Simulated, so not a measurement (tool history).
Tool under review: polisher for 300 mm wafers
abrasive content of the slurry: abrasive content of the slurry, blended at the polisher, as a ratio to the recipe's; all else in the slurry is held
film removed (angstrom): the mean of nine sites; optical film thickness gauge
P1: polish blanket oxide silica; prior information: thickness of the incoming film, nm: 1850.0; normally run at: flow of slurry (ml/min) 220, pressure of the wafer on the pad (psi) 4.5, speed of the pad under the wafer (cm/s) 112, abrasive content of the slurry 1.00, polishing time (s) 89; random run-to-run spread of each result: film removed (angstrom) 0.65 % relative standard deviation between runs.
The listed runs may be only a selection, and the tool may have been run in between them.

run    day  flow of slurry (ml/min)  pressure of the wafer on the pad (psi)  speed of the pad under the wafer (cm/s)  abrasive content of the slurry  polishing time (s)  film removed (angstrom)
  1  0.392                      220                                     4.5                                      112                            1.00                  89                   3166.2
  2  0.617                      300                                     3.0                                      112                            1.00                  89                   2174.4
  3  0.846                      220                                     4.5                                      112                            1.00                  89                   3172.3
  4  1.054                      290                                     4.5                                      162                            1.00                  89                   4353.4
  5  1.383                      220                                     4.5                                      112                            1.00                  89                   3155.0
  6  1.767                      220                                     4.5                                      112                            1.00                  89                   3147.6
  7  2.000                      315                                     4.5                                      112                            1.00                  89                   3287.0
  8  2.317                      220                                     6.7                                      112                            1.00                  89                   4754.0
  9  2.592                      220                                     2.4                                      112                            1.00                  89                   1690.7
     2.929  -- conditioning disc replaced and pad reconditioned
 10  2.929                      220                                     4.5                                      112                            1.00                  49                   1736.7
 11  3.217                      220                                     6.8                                      112                            1.00                  48                   2582.6
 12  3.429                      160                                     4.5                                      112                            1.00                  89                   2987.6
 13  3.838                      220                                     4.5                                      178                            1.00                  89                   4551.3
 14  4.042                      220                                     4.5                                      112                            1.00                 117                   4116.6
 15  4.312                      220                                     4.5                                      112                            1.40                  89                   3606.8
 16  4.688                      220                                     4.5                                       50                            1.00                  89                   1653.2
 17  4.983                      220                                     4.5                                      112                            0.55                  89                   2280.7
 18  5.167                      220                                     4.5                                      112                            1.00                  89                   3161.4
 19  5.400                      220                                     4.5                                      112                            1.00                  89                   2978.5
     5.775  -- conditioning disc replaced and pad reconditioned
 20  5.808                      220                                     4.5                                      112                            1.00                  89                   2851.6
 21  6.025                      220                                     4.5                                      112                            1.00                  89                   2800.1
 22  6.225                      220                                     4.5                                      112                            1.00                  89                   2763.5
     6.279  -- head pressure recalibrated
     6.283  -- slurry nozzle cleaned
 23  6.412                      220                                     4.5                                      112                            1.00                  89                   2792.6
 24  6.729                      220                                     4.5                                      112                            1.00                  89                   2724.4

What P1 gives has crept away from where it was. These 2 causes fit the log equally well, each at the size given:
A: removal rate lost through wear of the pad, % = 12.9
B: abrasive missing from the slurry, % = 24.6
The onset of the drift is placed at about day 5.167.
Excluded causes, each with its reason:
slurry flow missing at the pad, %: its service at day 6.283 followed the start of the drift and did not put the process back to its old value
head's pressure below its setpoint, %: its service at day 6.279 followed the start of the drift and did not put the process back to its old value
time polished since the conditioner stopped cutting, s: its service at day 5.775 followed the start of the drift and did not put the process back to its old value

The list below offers 4 check runs, each averaging the results of 2 wafers, and shows each result as a question mark. For which of them would the listed causes give clearly different results?
check 1  7.046                      220                                     4.5                                      112                            0.60                 110                        ?
check 2  7.046                      220                                     2.8                                      148                            1.00                  89                        ?
check 3  7.046                      295                                     4.5                                      112                            1.00                 109                        ?
check 4  7.046                      220                                     5.8                                      112                            1.00                  62                        ?

Outcome of each check run for each possible cause:
  check                   result    if A    if B
check 1  film removed (angstrom)  2603.0  2512.0
check 2  film removed (angstrom)  2134.0  2133.7
check 3  film removed (angstrom)  3465.6  3465.0
check 4  film removed (angstrom)  2464.0  2463.6
Gap, in per cent, between the two causes that each check separates least, read from the result that separates them most: check 1 3.56 %; check 2 0.02 %; check 3 0.02 %; check 4 0.02 %
Of the check runs offered, only check 1 discriminates between the causes; the rest would read about the same regardless of which cause applies.

Then check 1 was run and gave: film removed (angstrom) 2612.3. Which cause is it?

The correct cause is A, namely: removal rate lost through wear of the pad, %.

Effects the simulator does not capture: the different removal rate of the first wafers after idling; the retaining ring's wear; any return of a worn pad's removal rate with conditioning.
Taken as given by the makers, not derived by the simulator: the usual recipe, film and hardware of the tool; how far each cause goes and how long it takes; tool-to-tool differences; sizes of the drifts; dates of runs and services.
